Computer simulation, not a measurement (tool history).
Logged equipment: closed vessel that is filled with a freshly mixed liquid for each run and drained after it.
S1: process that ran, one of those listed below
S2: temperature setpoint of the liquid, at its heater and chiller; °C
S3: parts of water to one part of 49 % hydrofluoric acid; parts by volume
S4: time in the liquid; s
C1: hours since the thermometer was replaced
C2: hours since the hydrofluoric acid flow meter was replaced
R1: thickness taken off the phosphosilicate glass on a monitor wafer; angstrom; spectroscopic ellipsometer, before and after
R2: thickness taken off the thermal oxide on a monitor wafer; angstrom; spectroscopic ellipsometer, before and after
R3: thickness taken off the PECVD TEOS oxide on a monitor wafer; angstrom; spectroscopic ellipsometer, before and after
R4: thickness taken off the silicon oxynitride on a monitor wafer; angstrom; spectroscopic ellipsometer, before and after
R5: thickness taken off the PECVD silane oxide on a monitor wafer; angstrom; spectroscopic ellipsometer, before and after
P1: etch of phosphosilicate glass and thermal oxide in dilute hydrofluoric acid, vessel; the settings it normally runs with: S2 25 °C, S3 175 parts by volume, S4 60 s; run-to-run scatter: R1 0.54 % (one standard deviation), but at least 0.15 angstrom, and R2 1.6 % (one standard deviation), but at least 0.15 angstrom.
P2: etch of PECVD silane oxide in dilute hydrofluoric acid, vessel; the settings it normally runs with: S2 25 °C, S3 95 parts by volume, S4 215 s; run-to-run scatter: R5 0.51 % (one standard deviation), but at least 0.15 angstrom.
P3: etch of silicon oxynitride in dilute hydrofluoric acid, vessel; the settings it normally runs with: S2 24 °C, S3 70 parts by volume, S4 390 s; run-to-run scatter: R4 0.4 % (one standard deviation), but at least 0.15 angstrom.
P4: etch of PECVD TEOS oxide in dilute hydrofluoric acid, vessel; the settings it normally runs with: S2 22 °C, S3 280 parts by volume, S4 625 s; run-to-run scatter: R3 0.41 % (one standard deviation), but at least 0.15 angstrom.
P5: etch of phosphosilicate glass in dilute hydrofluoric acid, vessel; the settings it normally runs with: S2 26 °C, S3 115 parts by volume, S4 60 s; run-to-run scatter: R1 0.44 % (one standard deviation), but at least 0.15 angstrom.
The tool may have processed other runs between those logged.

run 1 hour=11.5 | S1=P1 S2=25 S3=175 S4=60 | C1=1372 C2=1129.4 | R1=418.91 R2=15.544
run 2 hour=21.7 | S1=P1 S2=25 S3=175 S4=100 | C1=1382.2 C2=1139.6 | R1=702.28 R2=25.325
run 3 hour=31.9 | S1=P4 S2=22 S3=130 S4=625 | C1=1392.4 C2=1149.8 | R3=411.82
run 4 hour=41.8 | S1=P3 S2=24 S3=70 S4=390 | C1=1402.3 C2=1159.7 | R4=105.1
run 5 hour=50.8 | S1=P1 S2=25 S3=175 S4=60 | C1=1411.3 C2=1168.7 | R1=418.62 R2=14.937
run 6 hour=64.1 | S1=P3 S2=17 S3=70 S4=390 | C1=1424.6 C2=1182 | R4=73.811
run 7 hour=70.9 | S1=P2 S2=25 S3=145 S4=215 | C1=1431.4 C2=1188.8 | R5=224.49
run 8 hour=78.9 | S1=P4 S2=22 S3=280 S4=625 | C1=1439.4 C2=1196.8 | R3=162.66
run 9 hour=85.4 | S1=P3 S2=24 S3=70 S4=200 | C1=1445.9 C2=1203.3 | R4=53.331
run 10 hour=95.6 | S1=P2 S2=25 S3=95 S4=30 | C1=1456.1 C2=1213.5 | R5=51
run 11 hour=104.3 | S1=P2 S2=25 S3=95 S4=215 | C1=1464.8 C2=1222.2 | R5=365.66
run 12 hour=113.9 | S1=P1 S2=18.5 S3=70 S4=60 | C1=1474.4 C2=1231.8 | R1=920.77 R2=32.206
run 13 hour=120 | S1=P1 S2=18.5 S3=175 S4=60 | C1=1480.5 C2=1237.9 | R1=325.65 R2=11.564
run 14 hour=126.5 | S1=P1 S2=30 S3=175 S4=60 | C1=1487 C2=1244.4 | R1=501.76 R2=18.073
run 15 hour=136.3 | S1=P1 S2=25 S3=65 S4=115 | C1=1496.8 C2=1254.2 | R1=2485.8 R2=89.753
run 16 hour=144.4 | S1=P5 S2=32 S3=115 S4=60 | C1=1504.9 C2=1262.3 | R1=461.87
run 17 hour=157.4 | S1=P2 S2=17.5 S3=95 S4=215 | C1=1517.9 C2=1275.3 | R5=270.88
run 18 hour=167.7 | S1=P1 S2=25 S3=245 S4=60 | C1=1528.2 C2=1285.6 | R1=280.09 R2=10.15
run 19 hour=178.9 | S1=P1 S2=25 S3=175 S4=60 | C1=1539.4 C2=1296.8 | R1=418.93 R2=14.932
run 20 hour=185.4 | S1=P1 S2=25 S3=175 S4=60 | C1=1545.9 C2=1303.3 | R1=419.3 R2=15.237
run 21 hour=191.5 | S1=P5 S2=26 S3=60 S4=60 | C1=1552 C2=1309.4 | R1=762.48
run 22 hour=200.2 | S1=P5 S2=26 S3=115 S4=60 | C1=1560.7 C2=1318.1 | R1=368.53
run 23 hour=212.9 | S1=P3 S2=24 S3=70 S4=390 | C1=1573.4 C2=1330.8 | R4=105.39
run 24 hour=221 | S1=P2 S2=25 S3=95 S4=215 | C1=1581.5 C2=1338.9 | R5=367.58
run 25 hour=229.2 | S1=P4 S2=22 S3=280 S4=215 | C1=1589.7 C2=1347.1 | R3=56.247
run 26 hour=236.7 | S1=P1 S2=25 S3=175 S4=60 | C1=1597.2 C2=1354.6 | R1=422.94 R2=15.362
run 27 hour=246.9 | S1=P5 S2=26 S3=115 S4=110 | C1=1607.4 C2=1364.8 | R1=677.98
run 28 hour=256.7 | S1=P3 S2=24 S3=125 S4=390 | C1=1617.2 C2=1374.6 | R4=56.476
run 29 hour=265.5 | S1=P1 S2=25 S3=85 S4=60 | C1=1626 C2=1383.4 | R1=966.06 R2=35.304
run 30 hour=272.4 | S1=P4 S2=17 S3=280 S4=625 | C1=1632.9 C2=1390.3 | R3=135.88
run 31 hour=283 | S1=P1 S2=25 S3=175 S4=30 | C1=1643.5 C2=1400.9 | R1=213.03 R2=7.5624
run 32 hour=294.1 | S1=P4 S2=22 S3=280 S4=625 | C1=1654.6 C2=1412 | R3=163.41
run 33 hour=303.6 | S1=P1 S2=25 S3=175 S4=60 | C1=1664.1 C2=1421.5 | R1=419.68 R2=15.001
run 34 hour=315.8 | S1=P1 S2=25 S3=175 S4=60 | C1=1676.3 C2=1433.7 | R1=419.51 R2=14.757
run 35 hour=322.3 | S1=P1 S2=25 S3=175 S4=60 | C1=1682.8 C2=1440.2 | R1=414.69 R2=15.201
run 36 hour=333.5 | S1=P1 S2=25 S3=175 S4=60 | C1=1694 C2=1451.4 | R1=401.68 R2=14.909
run 37 hour=346.7 | S1=P1 S2=25 S3=175 S4=60 | C1=1707.2 C2=1464.6 | R1=394.27 R2=14.28
run 38 hour=356.9 | S1=P1 S2=25 S3=175 S4=60 | C1=1717.4 C2=1474.8 | R1=396.11 R2=14.089
run 39 hour=364.4 | S1=P1 S2=25 S3=175 S4=60 | C1=1724.9 C2=1482.3 | R1=394.08 R2=14.34
run 40 hour=376 | S1=P1 S2=25 S3=175 S4=60 | C1=1736.5 C2=1493.9 | R1=391.51 R2=13.783
run 41 hour=386.2 | S1=P1 S2=25 S3=175 S4=60 | C1=1746.7 C2=1504.1 | R1=390.87 R2=14.063
run 42 hour=394.1 | S1=P1 S2=25 S3=175 S4=60 | C1=1754.6 C2=1512 | R1=385.7 R2=14.012
run 43 hour=407.7 | S1=P1 S2=25 S3=175 S4=60 | C1=1768.2 C2=1525.6 | R1=386.08 R2=13.868
run 44 hour=417.5 | S1=P1 S2=25 S3=175 S4=60 | C1=1778 C2=1535.4 | R1=385.99 R2=14.335

What P1 gives has crept off from where it sat before. The 2 causes that follow fit the log equally well, each at the size noted:
A: hydrofluoric acid flow below the setpoint (%) = 6.6
B: liquid colder than its thermometer reads (K) = 2.19
The gradual shift began around hour 315.8.

The 4 check runs listed below each average the results of 2 wafers, and their outcomes are marked with question marks. Under which run would the listed causes produce clearly different results?
run check 1 hour=427.3 | S1=P2 S2=25 S3=130 S4=30 | R5=?
run check 2 hour=427.3 | S1=P3 S2=18.5 S3=110 S4=390 | R4=?
run check 3 hour=427.3 | S1=P5 S2=31.5 S3=115 S4=100 | R1=?
run check 4 hour=427.3 | S1=P4 S2=17 S3=280 S4=625 | R3=?

Check results expected under each cause:
check=check_1 result=R5 if_A=32.995 if_B=32.807
check=check_2 result=R4 if_A=45.969 if_B=44.366
check=check_3 result=R1 if_A=701.89 if_B=701.27
check=check_4 result=R3 if_A=124.73 if_B=124.74
Gap, in per cent, between the two causes that each check separates least, read from the result that separates them most: check 1 0.57 %; check 2 3.55 %; check 3 0.09 %; check 4 0.01 %
The other checks would show nearly matching results whichever cause is true, so check 2 is the only one that separates the causes.

Check 2 has now been run. It gave: R4 44.473 angstrom. Which of the candidate causes is it?

B is the cause: liquid colder than its thermometer reads (K).
